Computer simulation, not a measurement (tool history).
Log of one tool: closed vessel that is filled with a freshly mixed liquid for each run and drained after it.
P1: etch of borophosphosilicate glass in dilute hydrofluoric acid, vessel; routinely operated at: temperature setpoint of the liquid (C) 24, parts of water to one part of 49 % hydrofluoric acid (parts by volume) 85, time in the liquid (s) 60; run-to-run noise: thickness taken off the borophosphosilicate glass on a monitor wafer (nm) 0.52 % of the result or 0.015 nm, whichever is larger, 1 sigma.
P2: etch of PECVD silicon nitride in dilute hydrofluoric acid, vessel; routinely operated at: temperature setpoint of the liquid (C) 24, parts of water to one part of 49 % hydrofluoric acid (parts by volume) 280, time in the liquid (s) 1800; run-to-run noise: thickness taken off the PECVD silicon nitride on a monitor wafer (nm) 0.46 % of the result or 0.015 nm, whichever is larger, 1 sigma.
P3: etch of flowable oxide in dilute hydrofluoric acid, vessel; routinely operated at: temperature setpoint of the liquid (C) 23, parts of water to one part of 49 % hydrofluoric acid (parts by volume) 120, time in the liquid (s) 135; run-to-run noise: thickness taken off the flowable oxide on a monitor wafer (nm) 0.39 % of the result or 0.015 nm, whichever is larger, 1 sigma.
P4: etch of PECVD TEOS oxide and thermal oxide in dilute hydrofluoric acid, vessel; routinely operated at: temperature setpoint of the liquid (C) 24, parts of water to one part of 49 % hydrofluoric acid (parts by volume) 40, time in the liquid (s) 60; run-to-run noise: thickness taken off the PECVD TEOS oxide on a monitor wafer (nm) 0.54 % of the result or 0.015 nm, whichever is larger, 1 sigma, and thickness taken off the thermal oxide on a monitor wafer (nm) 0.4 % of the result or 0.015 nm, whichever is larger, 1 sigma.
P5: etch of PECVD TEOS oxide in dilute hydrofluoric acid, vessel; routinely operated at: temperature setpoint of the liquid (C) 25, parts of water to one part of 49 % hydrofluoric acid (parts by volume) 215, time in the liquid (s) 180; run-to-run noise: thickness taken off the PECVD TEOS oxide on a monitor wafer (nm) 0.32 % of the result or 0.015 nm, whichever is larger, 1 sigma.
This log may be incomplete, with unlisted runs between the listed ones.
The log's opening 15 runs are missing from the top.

run   hour  process that ran  temperature setpoint of the liquid (C)  parts of water to one part of 49 % hydrofluoric acid (parts by volume)  time in the liquid (s)  hours since the thermometer was replaced  hours since the hydrofluoric acid flow meter was replaced  thickness taken off the borophosphosilicate glass on a monitor wafer (nm)  thickness taken off the PECVD silicon nitride on a monitor wafer (nm)  thickness taken off the PECVD TEOS oxide on a monitor wafer (nm)  thickness taken off the thermal oxide on a monitor wafer (nm)  thickness taken off the flowable oxide on a monitor wafer (nm)
 16  113.6                P1                                      24                                                                      45                      60                                      1245                                                      616.2                                                                     50.744
 17  120.6                P5                                      25                                                                     215                     180                                      1252                                                      623.2                                                                                                                                                                                                              12.369
 18  127.3                P1                                    18.5                                                                      85                      60                                    1258.7                                                      629.9                                                                     20.265
 19  134.8                P3                                      23                                                                     185                     135                                    1266.2                                                      637.4                                                                                                                                                                                                                                                                                                                                             26.109
 20  144.1                P1                                      24                                                                      85                      60                                    1275.5                                                      646.7                                                                     25.457
 21  149.5                P4                                      24                                                                      40                      60                                    1280.9                                                      652.1                                                                                                                                                                                                              15.717                                                         7.7257
 22  154.2                P2                                      24                                                                      60                    1800                                    1285.6                                                      656.8                                                                                                                                            78.526
 23    161                P3                                      23                                                                     120                     135                                    1292.4                                                      663.6                                                                                                                                                                                                                                                                                                                                             42.994
 24  169.2                P1                                      24                                                                      85                      60                                    1300.6                                                      671.8                                                                       25.4
 25  178.6                P1                                      24                                                                      85                      30                                      1310                                                      681.2                                                                     12.684
 26  184.9                P1                                      24                                                                      85                      60                                    1316.3                                                      687.5                                                                     25.492
 27  189.8                P1                                      24                                                                      85                      60                                    1321.2                                                      692.4                                                                     25.539
 28  196.5                P1                                      24                                                                      85                     110                                    1327.9                                                      699.1                                                                     46.872
 29  201.3                P1                                      30                                                                      85                      60                                    1332.7                                                      703.9                                                                     32.117
 30  210.8                P1                                    20.5                                                                      35                      60                                    1342.2                                                      713.4                                                                     57.503
 31  220.1                P2                                      24                                                                     280                    1800                                    1351.5                                                      722.7                                                                                                                                            17.285
 32  224.6                P1                                      24                                                                      85                      60                                      1356                                                      727.2                                                                     25.555
 33  230.1                P1                                      24                                                                      85                      60                                    1361.5                                                      732.7                                                                     25.088
 34  237.5                P1                                      24                                                                      85                      60                                    1368.9                                                      740.1                                                                     24.418
 35  243.4                P1                                      24                                                                      85                      60                                    1374.8                                                        746                                                                     24.123
 36  252.1                P1                                      24                                                                      85                      60                                    1383.5                                                      754.7                                                                      23.88
 37    258                P1                                      24                                                                      85                      60                                    1389.4                                                      760.6                                                                     23.706
 38  264.9                P1                                      24                                                                      85                      60                                    1396.3                                                      767.5                                                                     23.672
 39  272.1                P1                                      24                                                                      85                      60                                    1403.5                                                      774.7                                                                      23.26
 40  282.3                P1                                      24                                                                      85                      60                                    1413.7                                                      784.9                                                                     23.519

For run 41, what comes out?
 41  290.7                P1                                      24                                                                      85                      60                                    1422.1                                                      793.3                                                                          ?

For run 41 the tool returned thickness taken off the borophosphosilicate glass on a monitor wafer (nm) 23.363.
